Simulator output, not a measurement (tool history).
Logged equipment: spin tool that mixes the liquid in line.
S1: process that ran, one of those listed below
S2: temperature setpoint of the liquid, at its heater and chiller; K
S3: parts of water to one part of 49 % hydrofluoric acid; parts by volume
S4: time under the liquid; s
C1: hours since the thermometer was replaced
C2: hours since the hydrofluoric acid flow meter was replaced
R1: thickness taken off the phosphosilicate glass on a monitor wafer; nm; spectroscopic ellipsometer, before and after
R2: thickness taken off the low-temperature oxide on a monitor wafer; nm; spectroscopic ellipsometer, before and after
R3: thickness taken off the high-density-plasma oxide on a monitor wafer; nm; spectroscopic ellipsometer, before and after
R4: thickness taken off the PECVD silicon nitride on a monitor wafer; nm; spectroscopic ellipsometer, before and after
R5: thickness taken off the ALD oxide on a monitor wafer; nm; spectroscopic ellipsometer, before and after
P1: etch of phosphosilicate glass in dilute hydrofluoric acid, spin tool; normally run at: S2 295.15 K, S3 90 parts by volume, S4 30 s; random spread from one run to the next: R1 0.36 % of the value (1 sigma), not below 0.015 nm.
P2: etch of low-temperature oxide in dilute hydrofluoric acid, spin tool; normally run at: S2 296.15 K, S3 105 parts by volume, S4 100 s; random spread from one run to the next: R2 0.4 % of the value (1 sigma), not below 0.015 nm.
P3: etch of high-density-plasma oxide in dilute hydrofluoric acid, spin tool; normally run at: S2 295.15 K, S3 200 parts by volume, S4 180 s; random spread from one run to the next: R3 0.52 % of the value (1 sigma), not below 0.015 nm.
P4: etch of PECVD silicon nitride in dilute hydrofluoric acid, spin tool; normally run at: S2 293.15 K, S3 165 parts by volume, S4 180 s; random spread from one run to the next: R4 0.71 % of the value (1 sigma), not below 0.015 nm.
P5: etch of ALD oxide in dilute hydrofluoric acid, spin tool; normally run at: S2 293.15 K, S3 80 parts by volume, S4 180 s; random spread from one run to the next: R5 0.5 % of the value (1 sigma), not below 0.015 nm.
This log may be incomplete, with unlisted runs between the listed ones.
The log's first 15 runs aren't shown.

run   hour  S1      S2   S3   S4      C1     C2      R1  R2       R3      R4      R5
 16   85.5  P5  293.15   80   95  1256.1  218.9                               10.397
 17   93.4  P1  295.15   90   30  1264.0  226.8  29.586
 18  100.5  P1  295.15   90   30  1271.1  233.9  29.706
 19  105.4  P1  295.15   90   15  1276.0  238.8  14.840
     107.1  -- hydrofluoric acid flow meter replaced
 20  110.9  P4  293.15  265  180  1281.5    3.8                       1.8619
 21  117.8  P4  293.15  165  295  1288.4   10.7                       4.8436
 22  124.8  P5  293.15   80  180  1295.4   17.7                               19.723
 23  131.5  P1  295.15   90   30  1302.1   24.4  29.516
     136.4  -- thermometer replaced
 24  138.4  P5  293.15  110  180     2.0   31.3                               13.903
 25  143.4  P1  295.15  130   30     7.0   36.3  19.518
 26  150.5  P3  295.15  200   30    14.1   43.4              0.86011
 27  157.2  P1  295.15   40   30    20.8   50.1  70.881

Estimate the outcome of run 28 from the log above:
 28  163.4  P1  295.15  90  55  27.0  56.3   ?

{"run 28": {"R1": 54.164}}

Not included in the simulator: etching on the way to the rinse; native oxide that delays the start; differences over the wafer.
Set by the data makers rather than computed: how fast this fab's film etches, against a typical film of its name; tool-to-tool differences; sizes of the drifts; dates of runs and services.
